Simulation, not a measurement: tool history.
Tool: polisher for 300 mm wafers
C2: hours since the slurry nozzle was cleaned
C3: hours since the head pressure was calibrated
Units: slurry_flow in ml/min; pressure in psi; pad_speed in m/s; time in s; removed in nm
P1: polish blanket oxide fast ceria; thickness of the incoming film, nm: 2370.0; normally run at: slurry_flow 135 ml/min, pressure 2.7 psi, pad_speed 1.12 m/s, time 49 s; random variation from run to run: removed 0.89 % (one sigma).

Run 1, day 0.371: slurry_flow 135 ml/min, pressure 2.7 psi, pad_speed 1.12 m/s, time 49 s; wafers polished on this pad 538; C2 162.6; C3 300.5. Result: removed 901.04 nm.
Run 2, day 0.733: slurry_flow 135 ml/min, pressure 2.7 psi, pad_speed 1.12 m/s, time 33 s; wafers polished on this pad 671; C2 171.3; C3 309.2. Result: removed 599.78 nm.
Run 3, day 1.104: slurry_flow 135 ml/min, pressure 2.7 psi, pad_speed 1.12 m/s, time 49 s; wafers polished on this pad 808; C2 180.2; C3 318.1. Result: removed 912.32 nm.
Run 4, day 1.283: slurry_flow 135 ml/min, pressure 1.3 psi, pad_speed 1.12 m/s, time 49 s; wafers polished on this pad 874; C2 184.5; C3 322.4. Result: removed 438.15 nm.
Run 5, day 1.467: slurry_flow 80 ml/min, pressure 2.7 psi, pad_speed 0.66 m/s, time 49 s; wafers polished on this pad 942; C2 188.9; C3 326.8. Result: removed 474.13 nm.
Run 6, day 1.838: slurry_flow 135 ml/min, pressure 2.7 psi, pad_speed 0.66 m/s, time 49 s; wafers polished on this pad 1078; C2 197.8; C3 335.7. Result: removed 536.34 nm.
Run 7, day 2.075: slurry_flow 135 ml/min, pressure 2.7 psi, pad_speed 1.12 m/s, time 49 s; wafers polished on this pad 1166; C2 203.5; C3 341.4. Result: removed 900.71 nm.
Run 8, day 2.396: slurry_flow 190 ml/min, pressure 2.7 psi, pad_speed 1.12 m/s, time 49 s; wafers polished on this pad 1284; C2 211.2; C3 349.1. Result: removed 964.73 nm.
Run 9, day 2.662: slurry_flow 135 ml/min, pressure 2.7 psi, pad_speed 1.12 m/s, time 72 s; wafers polished on this pad 1382; C2 217.6; C3 355.5. Result: removed 1339.10 nm.
Run 10, day 2.912: slurry_flow 135 ml/min, pressure 2.7 psi, pad_speed 1.12 m/s, time 49 s; wafers polished on this pad 1474; C2 223.6; C3 361.5. Result: removed 907.70 nm.
Run 11, day 3.117: slurry_flow 135 ml/min, pressure 2.7 psi, pad_speed 1.12 m/s, time 49 s; wafers polished on this pad 1550; C2 228.5; C3 366.4. Result: removed 902.22 nm.
Run 12, day 3.404: slurry_flow 135 ml/min, pressure 2.7 psi, pad_speed 1.12 m/s, time 49 s; wafers polished on this pad 1656; C2 235.4; C3 373.3. Result: removed 906.10 nm.
Run 13, day 3.571: slurry_flow 135 ml/min, pressure 2.7 psi, pad_speed 1.62 m/s, time 49 s; wafers polished on this pad 1717; C2 239.4; C3 377.3. Result: removed 1296.40 nm.
Run 14, day 3.867: slurry_flow 135 ml/min, pressure 1.9 psi, pad_speed 0.54 m/s, time 49 s; wafers polished on this pad 1826; C2 246.5; C3 384.4. Result: removed 303.86 nm.
Run 15, day 4.079: slurry_flow 80 ml/min, pressure 2.7 psi, pad_speed 1.12 m/s, time 49 s; wafers polished on this pad 1905; C2 251.6; C3 389.5. Result: removed 803.26 nm.
Run 16, day 4.383: slurry_flow 135 ml/min, pressure 4.0 psi, pad_speed 1.12 m/s, time 49 s; wafers polished on this pad 2017; C2 258.9; C3 396.8. Result: removed 1343.00 nm.
Run 17, day 4.567: slurry_flow 135 ml/min, pressure 2.7 psi, pad_speed 1.12 m/s, time 49 s; wafers polished on this pad 2084; C2 263.3; C3 401.2. Result: removed 908.06 nm.
Run 18, day 4.783: slurry_flow 135 ml/min, pressure 2.7 psi, pad_speed 1.12 m/s, time 49 s; wafers polished on this pad 2164; C2 268.5; C3 406.4. Result: removed 908.02 nm.
Run 19, day 5.029: slurry_flow 135 ml/min, pressure 2.7 psi, pad_speed 1.12 m/s, time 49 s; wafers polished on this pad 2255; C2 274.4; C3 412.3. Result: removed 866.03 nm.
Run 20, day 5.200: slurry_flow 135 ml/min, pressure 2.7 psi, pad_speed 1.12 m/s, time 49 s; wafers polished on this pad 2318; C2 278.5; C3 416.4. Result: removed 873.80 nm.
Run 21, day 5.367: slurry_flow 135 ml/min, pressure 2.7 psi, pad_speed 1.12 m/s, time 49 s; wafers polished on this pad 2379; C2 282.5; C3 420.4. Result: removed 860.83 nm.
Run 22, day 5.675: slurry_flow 135 ml/min, pressure 2.7 psi, pad_speed 1.12 m/s, time 49 s; wafers polished on this pad 2493; C2 289.9; C3 427.8. Result: removed 829.62 nm.
At day 5.858: head pressure recalibrated.
Run 23, day 5.992: slurry_flow 135 ml/min, pressure 2.7 psi, pad_speed 1.12 m/s, time 49 s; wafers polished on this pad 2609; C2 297.5; C3 3.3. Result: removed 832.08 nm.
Run 24, day 6.296: slurry_flow 135 ml/min, pressure 2.7 psi, pad_speed 1.12 m/s, time 49 s; wafers polished on this pad 2722; C2 304.8; C3 10.6. Result: removed 820.83 nm.
Run 25, day 6.658: slurry_flow 135 ml/min, pressure 2.7 psi, pad_speed 1.12 m/s, time 49 s; wafers polished on this pad 2855; C2 313.5; C3 19.3. Result: removed 816.29 nm.
Run 26, day 6.929: slurry_flow 135 ml/min, pressure 2.7 psi, pad_speed 1.12 m/s, time 49 s; wafers polished on this pad 2955; C2 320.0; C3 25.8. Result: removed 805.83 nm.
Run 27, day 7.171: slurry_flow 135 ml/min, pressure 2.7 psi, pad_speed 1.12 m/s, time 49 s; wafers polished on this pad 3044; C2 325.8; C3 31.6. Result: removed 803.59 nm.
Run 28, day 7.425: slurry_flow 135 ml/min, pressure 2.7 psi, pad_speed 1.12 m/s, time 49 s; wafers polished on this pad 3138; C2 331.9; C3 37.7. Result: removed 799.56 nm.

What P1 gives has crept away from where it was. These 2 causes fit the log equally well, each at the size given:
A: slurry flow missing at the pad, % = 38
B: removal rate lost through wear of the pad, % = 10.8
The creep began at about day 4.783.
Why every other cause is out:
head's pressure below its setpoint, %: serviced at day 5.858, which brought nothing back

4 check runs are offered, each on 2 wafers whose results are averaged, their results left as question marks. Which one tells the causes apart?
Run check 1, day 7.679: slurry_flow 135 ml/min, pressure 1.4 psi, pad_speed 1.36 m/s, time 49 s. Result: removed ?.
Run check 2, day 7.679: slurry_flow 90 ml/min, pressure 2.7 psi, pad_speed 0.82 m/s, time 49 s. Result: removed ?.
Run check 3, day 7.679: slurry_flow 135 ml/min, pressure 1.9 psi, pad_speed 1.12 m/s, time 67 s. Result: removed ?.
Run check 4, day 7.679: slurry_flow 135 ml/min, pressure 3.9 psi, pad_speed 1.12 m/s, time 49 s. Result: removed ?.

What each check would give under each cause:
  check   result     if A     if B
check 1  removed   507.10   507.10
check 2  removed   511.93   536.93
check 3  removed   774.95   774.96
check 4  removed  1163.30  1163.40
How far apart the two closest causes lie, in the result that separates them most: check 1 0 %; check 2 4.77 %; check 3 0 %; check 4 0 %
Check 2 tells the causes apart: in the others they would give nearly the same result.

Check 2 was then run and gave: removed 513.73 nm. Which cause is it?

It is A: slurry flow missing at the pad, %.
